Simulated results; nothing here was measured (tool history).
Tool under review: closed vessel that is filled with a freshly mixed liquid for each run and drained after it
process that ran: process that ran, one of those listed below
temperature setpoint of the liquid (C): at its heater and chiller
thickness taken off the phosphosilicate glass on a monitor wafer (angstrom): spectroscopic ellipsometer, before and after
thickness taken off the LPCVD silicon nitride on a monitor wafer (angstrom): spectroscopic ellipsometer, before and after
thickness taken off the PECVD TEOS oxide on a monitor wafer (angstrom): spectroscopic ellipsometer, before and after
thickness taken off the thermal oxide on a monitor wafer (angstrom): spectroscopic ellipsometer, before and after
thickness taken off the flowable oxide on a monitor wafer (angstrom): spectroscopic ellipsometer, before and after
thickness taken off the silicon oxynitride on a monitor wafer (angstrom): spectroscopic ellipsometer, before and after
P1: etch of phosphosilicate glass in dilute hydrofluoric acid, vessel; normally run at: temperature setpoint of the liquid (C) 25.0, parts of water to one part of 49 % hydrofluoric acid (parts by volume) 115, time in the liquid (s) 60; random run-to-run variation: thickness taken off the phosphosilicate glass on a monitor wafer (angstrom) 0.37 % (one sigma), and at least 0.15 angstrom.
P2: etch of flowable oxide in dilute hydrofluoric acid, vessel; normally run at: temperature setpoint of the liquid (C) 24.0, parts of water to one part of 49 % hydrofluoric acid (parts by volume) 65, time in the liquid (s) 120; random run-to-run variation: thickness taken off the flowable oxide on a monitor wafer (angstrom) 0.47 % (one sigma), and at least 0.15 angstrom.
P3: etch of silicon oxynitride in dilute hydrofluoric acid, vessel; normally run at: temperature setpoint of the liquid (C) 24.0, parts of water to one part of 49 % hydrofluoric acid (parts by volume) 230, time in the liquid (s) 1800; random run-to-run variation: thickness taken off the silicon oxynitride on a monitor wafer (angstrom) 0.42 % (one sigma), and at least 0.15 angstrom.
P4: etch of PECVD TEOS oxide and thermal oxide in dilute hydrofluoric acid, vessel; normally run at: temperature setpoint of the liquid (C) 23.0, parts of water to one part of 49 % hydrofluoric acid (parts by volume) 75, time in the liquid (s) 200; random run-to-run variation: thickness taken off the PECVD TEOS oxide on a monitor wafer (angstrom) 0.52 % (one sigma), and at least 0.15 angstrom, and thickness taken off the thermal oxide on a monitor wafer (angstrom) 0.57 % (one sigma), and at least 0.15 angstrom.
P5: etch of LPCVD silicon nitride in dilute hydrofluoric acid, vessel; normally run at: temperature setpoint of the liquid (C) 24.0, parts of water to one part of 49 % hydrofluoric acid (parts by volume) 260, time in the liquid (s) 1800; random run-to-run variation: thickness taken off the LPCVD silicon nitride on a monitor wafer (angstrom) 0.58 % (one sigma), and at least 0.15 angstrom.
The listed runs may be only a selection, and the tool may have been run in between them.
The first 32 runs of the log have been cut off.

run,hour,process that ran,temperature setpoint of the liquid (C),parts of water to one part of 49 % hydrofluoric acid (parts by volume),time in the liquid (s),hours since the thermometer was replaced,hours since the hydrofluoric acid flow meter was replaced,thickness taken off the phosphosilicate glass on a monitor wafer (angstrom),thickness taken off the LPCVD silicon nitride on a monitor wafer (angstrom),thickness taken off the PECVD TEOS oxide on a monitor wafer (angstrom),thickness taken off the thermal oxide on a monitor wafer (angstrom),thickness taken off the flowable oxide on a monitor wafer (angstrom),thickness taken off the silicon oxynitride on a monitor wafer (angstrom)
33,207.0,P1,25.0,115,60,43.6,42.2,320.22,,,,,
34,215.4,P1,25.0,115,60,52.0,50.6,326.03,,,,,
35,219.8,P1,25.0,115,60,56.4,55.0,329.02,,,,,
36,228.3,P1,25.0,115,60,64.9,63.5,333.21,,,,,
37,236.5,P1,25.0,115,60,73.1,71.7,335.76,,,,,
38,241.5,P1,25.0,115,60,78.1,76.7,335.28,,,,,
39,245.5,P1,25.0,115,60,82.1,80.7,333.59,,,,,
40,253.4,P1,25.0,115,60,90.0,88.6,335.75,,,,,
41,260.6,P1,25.0,115,60,97.2,95.8,336.99,,,,,

What does the tool deliver on the next run?
42,269.2,P1,25.0,115,60,105.8,104.4,?,,,,,

thickness taken off the phosphosilicate glass on a monitor wafer (angstrom): 335.96
